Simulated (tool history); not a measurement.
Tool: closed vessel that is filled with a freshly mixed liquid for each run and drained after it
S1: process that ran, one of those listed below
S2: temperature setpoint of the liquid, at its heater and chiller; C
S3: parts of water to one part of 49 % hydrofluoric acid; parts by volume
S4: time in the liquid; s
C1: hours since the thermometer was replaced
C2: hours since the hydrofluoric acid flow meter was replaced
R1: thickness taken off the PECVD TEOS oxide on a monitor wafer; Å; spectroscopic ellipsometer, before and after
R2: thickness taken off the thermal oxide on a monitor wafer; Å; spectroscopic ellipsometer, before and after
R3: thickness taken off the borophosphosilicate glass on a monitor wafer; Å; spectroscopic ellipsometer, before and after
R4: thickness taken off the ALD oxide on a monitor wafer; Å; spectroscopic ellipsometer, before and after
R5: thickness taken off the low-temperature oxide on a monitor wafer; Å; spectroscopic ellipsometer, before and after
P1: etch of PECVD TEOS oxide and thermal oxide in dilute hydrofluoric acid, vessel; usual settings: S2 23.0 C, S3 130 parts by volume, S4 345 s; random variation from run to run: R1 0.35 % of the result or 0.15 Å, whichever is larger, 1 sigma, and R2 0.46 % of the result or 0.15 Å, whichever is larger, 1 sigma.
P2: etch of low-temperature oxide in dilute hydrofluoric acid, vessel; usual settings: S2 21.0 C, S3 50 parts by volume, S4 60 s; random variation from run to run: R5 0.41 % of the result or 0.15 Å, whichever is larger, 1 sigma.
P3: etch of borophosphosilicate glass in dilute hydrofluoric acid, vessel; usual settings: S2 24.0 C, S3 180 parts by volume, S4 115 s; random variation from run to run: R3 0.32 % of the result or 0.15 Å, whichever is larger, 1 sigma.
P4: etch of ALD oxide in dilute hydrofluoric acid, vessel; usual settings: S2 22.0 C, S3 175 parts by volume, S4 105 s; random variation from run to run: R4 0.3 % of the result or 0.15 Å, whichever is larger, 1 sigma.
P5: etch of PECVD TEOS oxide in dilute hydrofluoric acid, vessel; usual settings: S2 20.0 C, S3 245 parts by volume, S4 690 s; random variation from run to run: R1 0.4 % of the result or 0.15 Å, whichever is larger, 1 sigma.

{"run": 1, "hour": 13.1, "S1": "P1", "S2": 23.0, "S3": 130, "S4": 345, "C1": 361.9, "C2": 667.7, "R1": 493.97, "R2": 117.99}
{"run": 2, "hour": 22.7, "S1": "P3", "S2": 24.0, "S3": 180, "S4": 45, "C1": 371.5, "C2": 677.3, "R3": 89.072}
{"run": 3, "hour": 40.2, "S1": "P1", "S2": 23.0, "S3": 130, "S4": 575, "C1": 389.0, "C2": 694.8, "R1": 817.51, "R2": 196.88}
{"run": 4, "hour": 48.8, "S1": "P1", "S2": 23.0, "S3": 130, "S4": 345, "C1": 397.6, "C2": 703.4, "R1": 490.69, "R2": 118.01}
{"run": 5, "hour": 59.5, "S1": "P4", "S2": 22.0, "S3": 175, "S4": 30, "C1": 408.3, "C2": 714.1, "R4": 26.96}
{"run": 6, "hour": 73.9, "S1": "P4", "S2": 22.0, "S3": 175, "S4": 105, "C1": 422.7, "C2": 728.5, "R4": 94.197}
{"run": 7, "hour": 90.0, "S1": "P2", "S2": 21.0, "S3": 90, "S4": 60, "C1": 438.8, "C2": 744.6, "R5": 98.117}
{"run": 8, "hour": 99.1, "S1": "P3", "S2": 31.5, "S3": 180, "S4": 115, "C1": 447.9, "C2": 753.7, "R3": 299.48}
{"run": 9, "hour": 115.5, "S1": "P2", "S2": 25.5, "S3": 50, "S4": 60, "C1": 464.3, "C2": 770.1, "R5": 224.47}
{"run": 10, "hour": 133.1, "S1": "P1", "S2": 23.0, "S3": 185, "S4": 345, "C1": 481.9, "C2": 787.7, "R1": 324.67, "R2": 77.72}
{"run": 11, "hour": 142.1, "S1": "P1", "S2": 23.0, "S3": 130, "S4": 175, "C1": 490.9, "C2": 796.7, "R1": 251.17, "R2": 59.901}
{"run": 12, "hour": 158.2, "S1": "P4", "S2": 17.0, "S3": 175, "S4": 105, "C1": 507.0, "C2": 812.8, "R4": 78.041}
{"run": 13, "hour": 173.2, "S1": "P1", "S2": 23.0, "S3": 45, "S4": 570, "C1": 522.0, "C2": 827.8, "R1": 2609.6, "R2": 623.1}
{"run": 14, "hour": 190.2, "S1": "P1", "S2": 17.0, "S3": 130, "S4": 345, "C1": 539.0, "C2": 844.8, "R1": 389.39, "R2": 93.002}
{"run": 15, "hour": 203.8, "S1": "P5", "S2": 20.0, "S3": 405, "S4": 690, "C1": 552.6, "C2": 858.4, "R1": 110.47}
{"run": 16, "hour": 218.4, "S1": "P2", "S2": 21.0, "S3": 50, "S4": 30, "C1": 567.2, "C2": 873.0, "R5": 93.068}
{"run": 17, "hour": 234.4, "S1": "P1", "S2": 23.0, "S3": 70, "S4": 135, "C1": 583.2, "C2": 889.0, "R1": 386.27, "R2": 92.285}
{"run": 18, "hour": 248.3, "S1": "P1", "S2": 23.0, "S3": 130, "S4": 345, "C1": 597.1, "C2": 902.9, "R1": 495.45, "R2": 117.18}
{"run": 19, "hour": 259.4, "S1": "P5", "S2": 20.0, "S3": 245, "S4": 315, "C1": 608.2, "C2": 914.0, "R1": 96.126}
{"run": 20, "hour": 276.5, "S1": "P3", "S2": 24.0, "S3": 180, "S4": 115, "C1": 625.3, "C2": 931.1, "R3": 227.47}
{"run": 21, "hour": 286.5, "S1": "P5", "S2": 20.0, "S3": 245, "S4": 690, "C1": 635.3, "C2": 941.1, "R1": 208.36}
{"run": 22, "hour": 295.8, "S1": "P1", "S2": 23.0, "S3": 130, "S4": 345, "C1": 644.6, "C2": 950.4, "R1": 492.87, "R2": 118.42}
{"run": 23, "hour": 304.2, "S1": "P4", "S2": 22.0, "S3": 70, "S4": 105, "C1": 653.0, "C2": 958.8, "R4": 267.03}
{"run": 24, "hour": 320.3, "S1": "P1", "S2": 23.0, "S3": 130, "S4": 345, "C1": 669.1, "C2": 974.9, "R1": 497.05, "R2": 118.49}

Forecast run 25:
{"run": 25, "hour": 331.4, "S1": "P2", "S2": 21.0, "S3": 50, "S4": 60, "C1": 680.2, "C2": 986.0, "R5": "?"}

R5: 186.650 Å
